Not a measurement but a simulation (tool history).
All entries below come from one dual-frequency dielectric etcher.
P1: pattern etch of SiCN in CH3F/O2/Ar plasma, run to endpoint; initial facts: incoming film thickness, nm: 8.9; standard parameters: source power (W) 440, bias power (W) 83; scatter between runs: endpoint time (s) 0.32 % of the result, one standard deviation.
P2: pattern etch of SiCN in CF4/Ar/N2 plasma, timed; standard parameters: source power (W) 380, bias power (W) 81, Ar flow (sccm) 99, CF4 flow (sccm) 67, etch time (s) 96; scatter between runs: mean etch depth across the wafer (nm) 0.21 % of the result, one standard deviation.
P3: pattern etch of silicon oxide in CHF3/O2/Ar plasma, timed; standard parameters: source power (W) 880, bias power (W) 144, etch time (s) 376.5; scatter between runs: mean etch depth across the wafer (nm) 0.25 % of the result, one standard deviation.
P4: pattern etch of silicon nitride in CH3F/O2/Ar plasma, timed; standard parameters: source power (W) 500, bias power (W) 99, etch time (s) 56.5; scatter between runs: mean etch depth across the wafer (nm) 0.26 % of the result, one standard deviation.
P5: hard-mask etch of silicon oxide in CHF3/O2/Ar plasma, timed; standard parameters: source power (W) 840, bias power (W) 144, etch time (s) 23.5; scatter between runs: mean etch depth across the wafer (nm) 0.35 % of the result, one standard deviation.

run	hour	process that ran	source power (W)	bias power (W)	etch time (s)	Ar flow (sccm)	CF4 flow (sccm)	hours since the last wet clean	hours since the last source power generator calibration	hours since the last bias power generator calibration	endpoint time (s)	mean etch depth across the wafer (nm)
1	17.7	P1	440	83				316.9	878.3	1296.8	22.483	
2	26.4	P1	440	83				325.6	887	1305.5	22.432	
3	44.2	P3	880	144	208.5			343.4	904.8	1323.3		448.93
4	61	P5	840	144	23.5			360.2	921.6	1340.1		48.889
5	72.2	P2	380	81	96	99	93	371.4	932.8	1351.3		79.12
6	83.2	P2	380	81	96	99	67	382.4	943.8	1362.3		75.372
7	97.9	P2	380	81	144.5	99	67	397.1	958.5	1377		114.1
8	108.7	P1	550	54				407.9	969.3	1387.8	23.881	
9	121.6	P3	530	144	376.5			420.8	982.2	1400.7		665.32
10	133.4	P5	1040	144	23.5			432.6	994	1412.5		53.367
11	147.2	P3	880	144	376.5			446.4	1007.8	1426.3		809.17
12	164	P1	440	100				463.2	1024.6	1443.1	21.017	
13	176.3	P4	500	99	75			475.5	1036.9	1455.4		62.28
14	187.8	P3	880	184	376.5			487	1048.4	1466.9		870.78
15	196.9	P1	440	83				496.1	1057.5	1476	22.525	
16	206.5	P4	500	99	56.5			505.7	1067.1	1485.6		46.895
17	217.7	P1	610	83				516.9	1078.3	1496.8	19.807	
18	233.3	P4	500	123	56.5			532.5	1093.9	1512.4		50.795
19	250.5	P2	380	81	96	118	67	549.7	1111.1	1529.6		74.119
20	261.7	P1	440	83				560.9	1122.3	1540.8	22.432	
21	270.7	P5	840	144	33			569.9	1131.3	1549.8		68.685
22	284	P2	510	81	96	99	67	583.2	1144.6	1563.1		97.746
23	297.4	P1	290	83				596.6	1158	1576.5	26.21	
24	312.6	P1	440	62				611.8	1173.2	1591.7	24.911	
# hour 325.1: source power generator calibrated
25	328.7	P1	440	83				627.9	3.6	1607.8	22.425	
26	341.1	P4	310	99	56.5			640.3	16	1620.2		39.552
27	353.9	P3	880	144	376.5			653.1	28.8	1633		805.19
28	368.4	P2	380	60	96	99	67	667.6	43.3	1647.5		68.271
29	385.5	P5	840	202	23.5			684.7	60.4	1664.6		54.872
30	398	P1	610	116				697.2	72.9	1677.1	17.53	
31	415.2	P1	560	115				714.4	90.1	1694.3	18.096	
32	430	P1	440	83				729.2	104.9	1709.1	22.493	
33	442.8	P1	440	83				742	117.7	1721.9	22.411	
34	460.5	P1	440	83				759.7	135.4	1739.6	22.745	
35	476.8	P1	440	83				776	151.7	1755.9	22.661	
36	491.6	P1	440	83				790.8	166.5	1770.7	22.742	
# hour 501.2: wet clean of the chamber
37	502.6	P1	440	83				1.5	177.5	1781.7	22.754	
38	519.3	P1	440	83				18.2	194.2	1798.4	22.712	
39	533.2	P1	440	83				32.1	208.1	1812.3	22.803	
40	549.9	P1	440	83				48.8	224.8	1829	22.76	
41	566.8	P1	440	83				65.7	241.7	1845.9	22.852	
42	584.4	P1	440	83				83.3	259.3	1863.5	22.683	
43	602.3	P1	440	83				101.2	277.2	1881.4	22.888	

The output of P1 has drifted from where it used to be. Each of the 2 causes below, taken at the size shown beside it, accounts for the log equally well:
A: source power that arrives under what is set, % = 4.2
B: bias power that arrives under what is set, % = 4.35
The process output started creeping at around hour 430.
Ruled out, with reasons:
chamber walls in a state that lowers the etch rate, %: maintenance at hour 501.2, after the shift began, did not return the process to its former output

Each of the 4 check runs below uses one wafer; its results are left as question marks. Which run tells the causes apart?
check 1	620.2	P3	570	144	251.5							?
check 2	620.2	P2	380	81	141	99	84					?
check 3	620.2	P4	320	99	56.5							?
check 4	620.2	P5	840	144	31.5							?

Check results expected under each cause:
check	result	if A	if B
check 1	mean etch depth across the wafer (nm)	448.44	449.5
check 2	mean etch depth across the wafer (nm)	110.35	112.83
check 3	mean etch depth across the wafer (nm)	39.191	39.169
check 4	mean etch depth across the wafer (nm)	64.509	64.699
Minimum pairwise separation of causes per check, each pair taken at its best-separating result: check 1 0.24 %; check 2 2.22 %; check 3 0.06 %; check 4 0.29 %
The causes can be told apart only by check 2. The other checks would give nearly the same results under each of them.

Then check 2 was run and gave: mean etch depth across the wafer (nm) 110.51. Which cause is it?

The cause is A: source power that arrives under what is set, %.
